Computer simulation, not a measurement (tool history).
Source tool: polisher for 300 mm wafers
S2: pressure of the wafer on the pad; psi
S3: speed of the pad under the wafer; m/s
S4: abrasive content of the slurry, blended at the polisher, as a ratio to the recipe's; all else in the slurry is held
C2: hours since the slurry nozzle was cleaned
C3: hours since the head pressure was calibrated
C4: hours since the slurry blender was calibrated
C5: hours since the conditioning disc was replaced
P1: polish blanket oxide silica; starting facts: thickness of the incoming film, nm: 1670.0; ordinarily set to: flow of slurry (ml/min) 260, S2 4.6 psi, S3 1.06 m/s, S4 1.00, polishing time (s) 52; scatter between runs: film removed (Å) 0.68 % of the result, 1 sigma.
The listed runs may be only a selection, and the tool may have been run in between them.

{"run": 1, "day": 0.246, "flow of slurry (ml/min)": 260, "S2": 4.6, "S3": 1.06, "S4": 1.0, "polishing time (s)": 52, "wafers polished on this pad": 339, "C2": 423.0, "C3": 940.4, "C4": 84.8, "C5": 110.4, "film removed (Å)": 1974.9}
{"day": 0.417, "done": "head pressure recalibrated"}
{"run": 2, "day": 0.421, "flow of slurry (ml/min)": 260, "S2": 2.7, "S3": 1.06, "S4": 1.0, "polishing time (s)": 52, "wafers polished on this pad": 392, "C2": 427.2, "C3": 0.2, "C4": 89.0, "C5": 114.6, "film removed (Å)": 1152.6}
{"run": 3, "day": 0.567, "flow of slurry (ml/min)": 260, "S2": 4.6, "S3": 1.06, "S4": 1.0, "polishing time (s)": 52, "wafers polished on this pad": 435, "C2": 430.7, "C3": 3.7, "C4": 92.5, "C5": 118.1, "film removed (Å)": 1972.1}
{"run": 4, "day": 0.829, "flow of slurry (ml/min)": 325, "S2": 4.6, "S3": 1.06, "S4": 1.0, "polishing time (s)": 52, "wafers polished on this pad": 514, "C2": 437.0, "C3": 10.0, "C4": 98.8, "C5": 124.4, "film removed (Å)": 2062.2}
{"run": 5, "day": 1.046, "flow of slurry (ml/min)": 260, "S2": 4.6, "S3": 1.06, "S4": 1.0, "polishing time (s)": 23, "wafers polished on this pad": 579, "C2": 442.2, "C3": 15.2, "C4": 104.0, "C5": 129.6, "film removed (Å)": 868.56}
{"run": 6, "day": 1.242, "flow of slurry (ml/min)": 155, "S2": 4.6, "S3": 1.06, "S4": 1.0, "polishing time (s)": 52, "wafers polished on this pad": 638, "C2": 446.9, "C3": 19.9, "C4": 108.7, "C5": 134.3, "film removed (Å)": 1866.7}
{"run": 7, "day": 1.388, "flow of slurry (ml/min)": 155, "S2": 4.6, "S3": 1.06, "S4": 1.0, "polishing time (s)": 33, "wafers polished on this pad": 681, "C2": 450.4, "C3": 23.4, "C4": 112.2, "C5": 137.8, "film removed (Å)": 1174.8}
{"run": 8, "day": 1.529, "flow of slurry (ml/min)": 260, "S2": 4.6, "S3": 1.06, "S4": 1.0, "polishing time (s)": 67, "wafers polished on this pad": 724, "C2": 453.8, "C3": 26.8, "C4": 115.6, "C5": 141.2, "film removed (Å)": 2568.9}
{"run": 9, "day": 1.654, "flow of slurry (ml/min)": 260, "S2": 4.6, "S3": 1.06, "S4": 1.25, "polishing time (s)": 52, "wafers polished on this pad": 761, "C2": 456.8, "C3": 29.8, "C4": 118.6, "C5": 144.2, "film removed (Å)": 2181.9}
{"run": 10, "day": 1.867, "flow of slurry (ml/min)": 260, "S2": 4.6, "S3": 1.06, "S4": 0.5, "polishing time (s)": 52, "wafers polished on this pad": 825, "C2": 461.9, "C3": 34.9, "C4": 123.7, "C5": 149.3, "film removed (Å)": 1355.1}
{"run": 11, "day": 1.983, "flow of slurry (ml/min)": 260, "S2": 4.6, "S3": 1.06, "S4": 1.0, "polishing time (s)": 52, "wafers polished on this pad": 860, "C2": 464.7, "C3": 37.7, "C4": 126.5, "C5": 152.1, "film removed (Å)": 1997.0}
{"run": 12, "day": 2.233, "flow of slurry (ml/min)": 260, "S2": 7.2, "S3": 1.06, "S4": 1.0, "polishing time (s)": 52, "wafers polished on this pad": 935, "C2": 470.7, "C3": 43.7, "C4": 132.5, "C5": 158.1, "film removed (Å)": 3090.1}
{"run": 13, "day": 2.492, "flow of slurry (ml/min)": 260, "S2": 4.6, "S3": 1.06, "S4": 1.0, "polishing time (s)": 52, "wafers polished on this pad": 1013, "C2": 476.9, "C3": 49.9, "C4": 138.7, "C5": 164.3, "film removed (Å)": 1975.8}
{"day": 2.588, "done": "slurry nozzle cleaned"}
{"run": 14, "day": 2.696, "flow of slurry (ml/min)": 260, "S2": 4.6, "S3": 0.5, "S4": 1.0, "polishing time (s)": 52, "wafers polished on this pad": 1074, "C2": 2.7, "C3": 54.8, "C4": 143.6, "C5": 169.2, "film removed (Å)": 1083.6}
{"run": 15, "day": 2.842, "flow of slurry (ml/min)": 260, "S2": 4.6, "S3": 1.38, "S4": 1.0, "polishing time (s)": 52, "wafers polished on this pad": 1118, "C2": 6.2, "C3": 58.3, "C4": 147.1, "C5": 172.7, "film removed (Å)": 2431.9}
{"run": 16, "day": 3.096, "flow of slurry (ml/min)": 260, "S2": 4.6, "S3": 1.06, "S4": 1.0, "polishing time (s)": 52, "wafers polished on this pad": 1194, "C2": 12.3, "C3": 64.4, "C4": 153.2, "C5": 178.8, "film removed (Å)": 1966.9}
{"run": 17, "day": 3.283, "flow of slurry (ml/min)": 260, "S2": 4.6, "S3": 1.06, "S4": 1.0, "polishing time (s)": 52, "wafers polished on this pad": 1250, "C2": 16.8, "C3": 68.9, "C4": 157.7, "C5": 183.3, "film removed (Å)": 1991.0}
{"run": 18, "day": 3.508, "flow of slurry (ml/min)": 260, "S2": 4.6, "S3": 1.06, "S4": 1.0, "polishing time (s)": 52, "wafers polished on this pad": 1318, "C2": 22.2, "C3": 74.3, "C4": 163.1, "C5": 188.7, "film removed (Å)": 1851.0}
{"run": 19, "day": 3.746, "flow of slurry (ml/min)": 260, "S2": 4.6, "S3": 1.06, "S4": 1.0, "polishing time (s)": 52, "wafers polished on this pad": 1389, "C2": 27.9, "C3": 80.0, "C4": 168.8, "C5": 194.4, "film removed (Å)": 1783.0}
{"day": 3.821, "done": "head pressure recalibrated"}
{"run": 20, "day": 3.867, "flow of slurry (ml/min)": 260, "S2": 4.6, "S3": 1.06, "S4": 1.0, "polishing time (s)": 52, "wafers polished on this pad": 1425, "C2": 30.8, "C3": 1.1, "C4": 171.7, "C5": 197.3, "film removed (Å)": 1756.8}
{"day": 4.075, "done": "conditioning disc replaced and pad reconditioned"}
{"run": 21, "day": 4.117, "flow of slurry (ml/min)": 260, "S2": 4.6, "S3": 1.06, "S4": 1.0, "polishing time (s)": 52, "wafers polished on this pad": 1500, "C2": 36.8, "C3": 7.1, "C4": 177.7, "C5": 1.0, "film removed (Å)": 1742.4}
{"run": 22, "day": 4.312, "flow of slurry (ml/min)": 260, "S2": 4.6, "S3": 1.06, "S4": 1.0, "polishing time (s)": 52, "wafers polished on this pad": 1559, "C2": 41.5, "C3": 11.8, "C4": 182.4, "C5": 5.7, "film removed (Å)": 1732.6}
{"run": 23, "day": 4.5, "flow of slurry (ml/min)": 260, "S2": 4.6, "S3": 1.06, "S4": 1.0, "polishing time (s)": 52, "wafers polished on this pad": 1615, "C2": 46.0, "C3": 16.3, "C4": 186.9, "C5": 10.2, "film removed (Å)": 1718.4}

Something has made what P1 gives creep away from where it was; the 2 causes below, each at its own stated size, fit the log equally well:
A: removal rate lost through wear of the pad, % = 13.2
B: abrasive missing from the slurry, % = 25
The drift started at roughly day 3.283.
Every other cause this tool's parts could produce, and why it does not fit the log:
slurry flow missing at the pad, %: at its largest 40, which would move film removed (Å) by -6.5 %, too little to match the creep or of the wrong sign
head's pressure below its setpoint, %: maintenance at day 3.821, after the shift began, did not return the process to its former output
time polished since the conditioner stopped cutting, s: maintenance at day 4.075, after the shift began, did not return the process to its former output

The 4 check runs listed below each average the results of 2 wafers, and their outcomes are marked with question marks. Under which run would the listed causes produce clearly different results?
{"run": "check 1", "day": 4.688, "flow of slurry (ml/min)": 260, "S2": 7.0, "S3": 1.06, "S4": 1.0, "polishing time (s)": 27, "film removed (Å)": "?"}
{"run": "check 2", "day": 4.688, "flow of slurry (ml/min)": 190, "S2": 4.6, "S3": 1.06, "S4": 0.55, "polishing time (s)": 52, "film removed (Å)": "?"}
{"run": "check 3", "day": 4.688, "flow of slurry (ml/min)": 260, "S2": 4.6, "S3": 0.82, "S4": 1.0, "polishing time (s)": 52, "film removed (Å)": "?"}
{"run": "check 4", "day": 4.688, "flow of slurry (ml/min)": 155, "S2": 4.6, "S3": 1.06, "S4": 1.0, "polishing time (s)": 24, "film removed (Å)": "?"}

What every check run would give for each of its results, assuming each possible cause in turn:
check=check_1 result=film_removed_(Å) if_A=1359.60 if_B=1360.30
check=check_2 result=film_removed_(Å) if_A=1208.10 if_B=1159.10
check=check_3 result=film_removed_(Å) if_A=1401.30 if_B=1402.00
check=check_4 result=film_removed_(Å) if_A=741.65 if_B=742.01
Minimum pairwise separation of causes per check, each pair taken at its best-separating result: check 1 0.05 %; check 2 4.14 %; check 3 0.05 %; check 4 0.05 %
Check 2 distinguishes between the causes, while the remaining checks would return nearly the same result for all of them.

After running check 2, the following was obtained: film removed (Å) 1213.30. Which cause does this point to?

It was cause A: removal rate lost through wear of the pad, %.
